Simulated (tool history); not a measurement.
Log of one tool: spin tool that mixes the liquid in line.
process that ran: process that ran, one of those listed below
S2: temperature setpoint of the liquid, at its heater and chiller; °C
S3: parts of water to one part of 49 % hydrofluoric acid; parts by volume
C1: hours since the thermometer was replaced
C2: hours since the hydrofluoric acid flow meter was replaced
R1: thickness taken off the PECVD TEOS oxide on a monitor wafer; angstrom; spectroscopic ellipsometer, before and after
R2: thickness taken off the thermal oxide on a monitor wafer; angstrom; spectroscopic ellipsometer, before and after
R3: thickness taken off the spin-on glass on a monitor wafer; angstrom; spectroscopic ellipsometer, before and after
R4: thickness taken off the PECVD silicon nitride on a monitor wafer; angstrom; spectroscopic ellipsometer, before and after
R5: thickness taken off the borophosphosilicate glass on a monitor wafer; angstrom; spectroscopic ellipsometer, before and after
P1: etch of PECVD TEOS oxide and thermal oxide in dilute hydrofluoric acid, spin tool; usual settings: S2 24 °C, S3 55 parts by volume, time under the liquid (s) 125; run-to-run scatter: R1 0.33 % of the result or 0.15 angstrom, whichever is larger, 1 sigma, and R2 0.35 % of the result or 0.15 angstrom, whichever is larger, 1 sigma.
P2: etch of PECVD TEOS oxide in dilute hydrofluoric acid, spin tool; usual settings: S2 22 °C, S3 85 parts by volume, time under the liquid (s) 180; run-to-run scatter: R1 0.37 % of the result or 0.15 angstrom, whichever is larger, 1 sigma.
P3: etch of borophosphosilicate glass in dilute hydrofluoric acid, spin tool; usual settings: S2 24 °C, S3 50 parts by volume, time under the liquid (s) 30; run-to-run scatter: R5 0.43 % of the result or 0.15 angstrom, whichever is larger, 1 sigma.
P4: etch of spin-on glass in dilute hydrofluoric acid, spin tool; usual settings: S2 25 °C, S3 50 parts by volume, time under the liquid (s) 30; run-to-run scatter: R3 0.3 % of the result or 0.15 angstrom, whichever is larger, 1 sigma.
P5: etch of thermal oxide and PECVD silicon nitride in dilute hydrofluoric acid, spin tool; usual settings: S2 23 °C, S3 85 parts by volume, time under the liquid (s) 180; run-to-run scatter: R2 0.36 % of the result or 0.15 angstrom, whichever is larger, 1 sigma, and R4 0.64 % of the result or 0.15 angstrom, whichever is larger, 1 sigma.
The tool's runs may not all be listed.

Run 1, day 0.371: process that ran P1, S2 24 °C, S3 55 parts by volume, time under the liquid (s) 125; C1 923.9; C2 1434.5. Result: R1 414.25 angstrom, R2 116.59 angstrom.
Run 2, day 0.783: process that ran P1, S2 24 °C, S3 105 parts by volume, time under the liquid (s) 125; C1 933.8; C2 1444.4. Result: R1 201.91 angstrom, R2 57.062 angstrom.
Run 3, day 1.038: process that ran P1, S2 30 °C, S3 55 parts by volume, time under the liquid (s) 125; C1 939.9; C2 1450.5. Result: R1 524.53 angstrom, R2 148.42 angstrom.
Run 4, day 1.35: process that ran P4, S2 25 °C, S3 25 parts by volume, time under the liquid (s) 30; C1 947.4; C2 1458. Result: R3 527.71 angstrom.
Run 5, day 1.762: process that ran P5, S2 23 °C, S3 85 parts by volume, time under the liquid (s) 180; C1 957.3; C2 1467.9. Result: R2 98.236 angstrom, R4 34.944 angstrom.
Run 6, day 2.138: process that ran P2, S2 22 °C, S3 85 parts by volume, time under the liquid (s) 180; C1 966.3; C2 1476.9. Result: R1 270.6 angstrom.
Run 7, day 2.496: process that ran P5, S2 23 °C, S3 85 parts by volume, time under the liquid (s) 15; C1 974.9; C2 1485.5. Result: R2 8.3294 angstrom, R4 2.9948 angstrom.
Run 8, day 2.692: process that ran P4, S2 25 °C, S3 50 parts by volume, time under the liquid (s) 30; C1 979.6; C2 1490.2. Result: R3 254.24 angstrom.
Run 9, day 3.092: process that ran P2, S2 22 °C, S3 130 parts by volume, time under the liquid (s) 180; C1 989.2; C2 1499.8. Result: R1 168.02 angstrom.
Run 10, day 3.3: process that ran P1, S2 24 °C, S3 55 parts by volume, time under the liquid (s) 125; C1 994.2; C2 1504.8. Result: R1 412.36 angstrom, R2 115.91 angstrom.
Run 11, day 3.571: process that ran P3, S2 24 °C, S3 50 parts by volume, time under the liquid (s) 30; C1 1000.7; C2 1511.3. Result: R5 170.96 angstrom.
Run 12, day 3.904: process that ran P2, S2 29 °C, S3 85 parts by volume, time under the liquid (s) 180; C1 1008.7; C2 1519.3. Result: R1 357.46 angstrom.
Run 13, day 4.154: process that ran P5, S2 23 °C, S3 85 parts by volume, time under the liquid (s) 180; C1 1014.7; C2 1525.3. Result: R2 98.282 angstrom, R4 34.668 angstrom.
Run 14, day 4.425: process that ran P3, S2 24 °C, S3 50 parts by volume, time under the liquid (s) 15; C1 1021.2; C2 1531.8. Result: R5 85.036 angstrom.
Run 15, day 4.696: process that ran P3, S2 24 °C, S3 50 parts by volume, time under the liquid (s) 30; C1 1027.7; C2 1538.3. Result: R5 169.5 angstrom.
Run 16, day 4.921: process that ran P1, S2 24 °C, S3 55 parts by volume, time under the liquid (s) 125; C1 1033.1; C2 1543.7. Result: R1 411.05 angstrom, R2 116.28 angstrom.
Run 17, day 5.288: process that ran P1, S2 24 °C, S3 20 parts by volume, time under the liquid (s) 195; C1 1041.9; C2 1552.5. Result: R1 1844.8 angstrom, R2 520.57 angstrom.
Run 18, day 5.521: process that ran P2, S2 22 °C, S3 85 parts by volume, time under the liquid (s) 40; C1 1047.5; C2 1558.1. Result: R1 60.351 angstrom.
Run 19, day 5.879: process that ran P1, S2 24 °C, S3 55 parts by volume, time under the liquid (s) 15; C1 1056.1; C2 1566.7. Result: R1 49.319 angstrom, R2 13.966 angstrom.
Run 20, day 6.092: process that ran P5, S2 18 °C, S3 85 parts by volume, time under the liquid (s) 180; C1 1061.2; C2 1571.8. Result: R2 80.298 angstrom, R4 24.682 angstrom.
Run 21, day 6.325: process that ran P5, S2 23 °C, S3 55 parts by volume, time under the liquid (s) 180; C1 1066.8; C2 1577.4. Result: R2 157.74 angstrom, R4 52.853 angstrom.
Run 22, day 6.746: process that ran P2, S2 22 °C, S3 85 parts by volume, time under the liquid (s) 180; C1 1076.9; C2 1587.5. Result: R1 272.99 angstrom.
Run 23, day 7.012: process that ran P1, S2 27 °C, S3 55 parts by volume, time under the liquid (s) 190; C1 1083.3; C2 1593.9. Result: R1 707.18 angstrom, R2 198.98 angstrom.
At day 7.15: thermometer replaced.
Run 24, day 7.304: process that ran P4, S2 25 °C, S3 50 parts by volume, time under the liquid (s) 15; C1 3.8; C2 1600.9. Result: R3 127.12 angstrom.
Run 25, day 7.621: process that ran P1, S2 24 °C, S3 55 parts by volume, time under the liquid (s) 125; C1 11.4; C2 1608.5. Result: R1 410.4 angstrom, R2 115.85 angstrom.
Run 26, day 7.929: process that ran P1, S2 17 °C, S3 55 parts by volume, time under the liquid (s) 125; C1 18.8; C2 1615.9. Result: R1 305.43 angstrom, R2 86.143 angstrom.
Run 27, day 8.288: process that ran P4, S2 20.5 °C, S3 50 parts by volume, time under the liquid (s) 30; C1 27.4; C2 1624.5. Result: R3 211.13 angstrom.
Run 28, day 8.521: process that ran P1, S2 24 °C, S3 20 parts by volume, time under the liquid (s) 125; C1 33; C2 1630.1. Result: R1 1192.1 angstrom, R2 336.36 angstrom.
Run 29, day 8.9: process that ran P3, S2 29 °C, S3 50 parts by volume, time under the liquid (s) 30; C1 42.1; C2 1639.2. Result: R5 207.35 angstrom.
Run 30, day 9.117: process that ran P1, S2 24 °C, S3 55 parts by volume, time under the liquid (s) 245; C1 47.3; C2 1644.4. Result: R1 809.06 angstrom, R2 227.7 angstrom.
Run 31, day 9.521: process that ran P3, S2 24 °C, S3 80 parts by volume, time under the liquid (s) 30; C1 57; C2 1654.1. Result: R5 101.62 angstrom.
Run 32, day 9.942: process that ran P1, S2 17 °C, S3 55 parts by volume, time under the liquid (s) 35; C1 67.1; C2 1664.2. Result: R1 85.988 angstrom, R2 24.05 angstrom.
Run 33, day 10.329: process that ran P1, S2 24 °C, S3 55 parts by volume, time under the liquid (s) 125; C1 76.4; C2 1673.5. Result: R1 411.5 angstrom, R2 116.88 angstrom.
Run 34, day 10.742: process that ran P1, S2 24 °C, S3 55 parts by volume, time under the liquid (s) 125; C1 86.3; C2 1683.4. Result: R1 410.04 angstrom, R2 115.91 angstrom.
Run 35, day 11.171: process that ran P1, S2 24 °C, S3 55 parts by volume, time under the liquid (s) 125; C1 96.6; C2 1693.7. Result: R1 426.14 angstrom, R2 120.39 angstrom.
Run 36, day 11.5: process that ran P1, S2 24 °C, S3 55 parts by volume, time under the liquid (s) 125; C1 104.5; C2 1701.6. Result: R1 435.23 angstrom, R2 122.56 angstrom.
Run 37, day 11.896: process that ran P1, S2 24 °C, S3 55 parts by volume, time under the liquid (s) 125; C1 114; C2 1711.1. Result: R1 437.49 angstrom, R2 124.04 angstrom.
Run 38, day 12.338: process that ran P1, S2 24 °C, S3 55 parts by volume, time under the liquid (s) 125; C1 124.6; C2 1721.7. Result: R1 443.17 angstrom, R2 125.46 angstrom.
Run 39, day 12.629: process that ran P1, S2 24 °C, S3 55 parts by volume, time under the liquid (s) 125; C1 131.6; C2 1728.7. Result: R1 444.43 angstrom, R2 125.67 angstrom.
Run 40, day 12.9: process that ran P1, S2 24 °C, S3 55 parts by volume, time under the liquid (s) 125; C1 138.1; C2 1735.2. Result: R1 443.5 angstrom, R2 125.03 angstrom.
Run 41, day 13.096: process that ran P1, S2 24 °C, S3 55 parts by volume, time under the liquid (s) 125; C1 142.8; C2 1739.9. Result: R1 443.57 angstrom, R2 124.95 angstrom.
Run 42, day 13.304: process that ran P1, S2 24 °C, S3 55 parts by volume, time under the liquid (s) 125; C1 147.8; C2 1744.9. Result: R1 445.78 angstrom, R2 125.21 angstrom.

What P1 gives has crept away from where it was. These 2 causes fit the log equally well, each at the size given:
A: hydrofluoric acid flow above the setpoint (%) = 7.31
B: liquid hotter than its thermometer reads (K) = 1.86
The creep began at about day 10.742.

4 check runs are offered, one wafer each, their results left as question marks. Which one tells the causes apart?
Run check 1, day 13.512: process that ran P2, S2 22 °C, S3 85 parts by volume, time under the liquid (s) 180. Result: R1 ?.
Run check 2, day 13.512: process that ran P4, S2 25 °C, S3 50 parts by volume, time under the liquid (s) 30. Result: R3 ?.
Run check 3, day 13.512: process that ran P5, S2 23 °C, S3 85 parts by volume, time under the liquid (s) 180. Result: R2 ?, R4 ?.
Run check 4, day 13.512: process that ran P3, S2 24 °C, S3 50 parts by volume, time under the liquid (s) 30. Result: R5 ?.

What each check would give under each cause:
  check  result    if A    if B
check 1      R1  293.05  292.37
check 2      R3  274.31  274.33
check 3      R2  106.52  106.19
check 3      R4   37.08  39.142
check 4      R5  183.32  183.47
How far apart the two closest causes lie, in the result that separates them most: check 1 0.23 %; check 2 0.01 %; check 3 5.41 %; check 4 0.08 %
Only check 3 tells the causes apart: in the others they would give nearly the same result.

Then check 3 was run and gave: R2 106.22 angstrom; R4 37.098 angstrom. Which cause is it?

It is A: hydrofluoric acid flow above the setpoint (%).
